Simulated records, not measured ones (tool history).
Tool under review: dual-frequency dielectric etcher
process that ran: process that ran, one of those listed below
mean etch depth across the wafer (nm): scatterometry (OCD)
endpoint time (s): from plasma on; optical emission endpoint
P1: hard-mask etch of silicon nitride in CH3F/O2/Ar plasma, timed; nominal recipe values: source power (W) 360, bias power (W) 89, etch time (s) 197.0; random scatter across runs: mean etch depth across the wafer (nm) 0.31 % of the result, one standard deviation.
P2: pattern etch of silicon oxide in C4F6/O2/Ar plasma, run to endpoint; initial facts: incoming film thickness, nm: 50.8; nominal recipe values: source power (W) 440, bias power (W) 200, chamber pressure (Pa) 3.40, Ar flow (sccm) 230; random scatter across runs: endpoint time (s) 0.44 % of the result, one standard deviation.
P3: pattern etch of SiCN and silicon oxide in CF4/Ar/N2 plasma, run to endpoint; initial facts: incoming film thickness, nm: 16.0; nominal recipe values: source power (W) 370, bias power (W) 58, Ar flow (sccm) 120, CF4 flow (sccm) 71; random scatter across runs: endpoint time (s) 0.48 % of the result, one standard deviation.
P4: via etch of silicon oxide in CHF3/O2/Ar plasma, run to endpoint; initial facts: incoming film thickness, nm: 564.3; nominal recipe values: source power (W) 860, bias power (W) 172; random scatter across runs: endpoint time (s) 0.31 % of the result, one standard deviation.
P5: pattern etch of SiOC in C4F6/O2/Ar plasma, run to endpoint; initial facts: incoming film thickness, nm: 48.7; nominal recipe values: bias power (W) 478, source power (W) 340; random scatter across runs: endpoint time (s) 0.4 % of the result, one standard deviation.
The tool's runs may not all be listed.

run     day  process that ran  source power (W)  bias power (W)  etch time (s)  Ar flow (sccm)  CF4 flow (sccm)  chamber pressure (Pa)  mean etch depth across the wafer (nm)  endpoint time (s)
  1   0.400                P1               360              89          197.0                                                                                        141.840
  2   1.004                P1               360              89          197.0                                                                                        142.220
  3   1.442                P1               360              89          197.0                                                                                        141.050
  4   2.029                P4               860             172                                                                                                                          240.720
  5   2.767                P5               340             277                                                                                                                           21.426
  6   3.246                P3               370              76                            120               71                                                                           22.004
  7   3.646                P1               250              89          197.0                                                                                        123.520
  8   4.108                P2               440             200                            230                                    4.40                                                    14.269
  9   4.625                P2               440             200                            230                                    3.40                                                    13.987
 10   5.321                P1               360              89          139.5                                                                                         99.833
 11   5.779                P5               340             478                                                                                                                           17.716
 12   6.208                P2               440             200                            139                                    3.40                                                    13.202
 13   6.829                P5               420             478                                                                                                                           16.553
 14   7.583                P1               360              89          197.0                                                                                        141.910
 15   8.267                P5               340             478                                                                                                                           17.685
 16   8.633                P1               360              70          197.0                                                                                        129.700
 17   9.208                P2               440             156                            230                                    3.40                                                    14.976
 18   9.854                P4               680             172                                                                                                                          263.900
 19  10.496                P1               360              89          265.5                                                                                        190.820
 20  10.829                P3               370              58                            120               86                                                                           23.311
 21  11.383                P1               460              89          197.0                                                                                        154.780
 22  11.929                P4               860             240                                                                                                                          216.710
 23  12.525                P3               220              58                            120               71                                                                           38.246
 24  13.079                P2               610             200                            230                                    3.40                                                    12.387
 25  13.725                P3               370              58                            165               71                                                                           25.498
 26  14.438                P1               360              89          197.0                                                                                        141.660
 27  15.104                P1               360              73          117.5                                                                                         78.840
 28  15.458                P1               360             117          197.0                                                                                        156.510
 29  15.867                P1               360              89          197.0                                                                                        141.090
 30  16.375                P3               370              58                            120               71                                                                           24.101
 31  16.904                P3               370              58                            120               71                                                                           24.271
 32  17.396                P1               360              89          197.0                                                                                        142.350

What does the tool deliver on the next run?
 33  17.779                P1               360              89          197.0                                                                                              ?

mean etch depth across the wafer (nm): 141.350
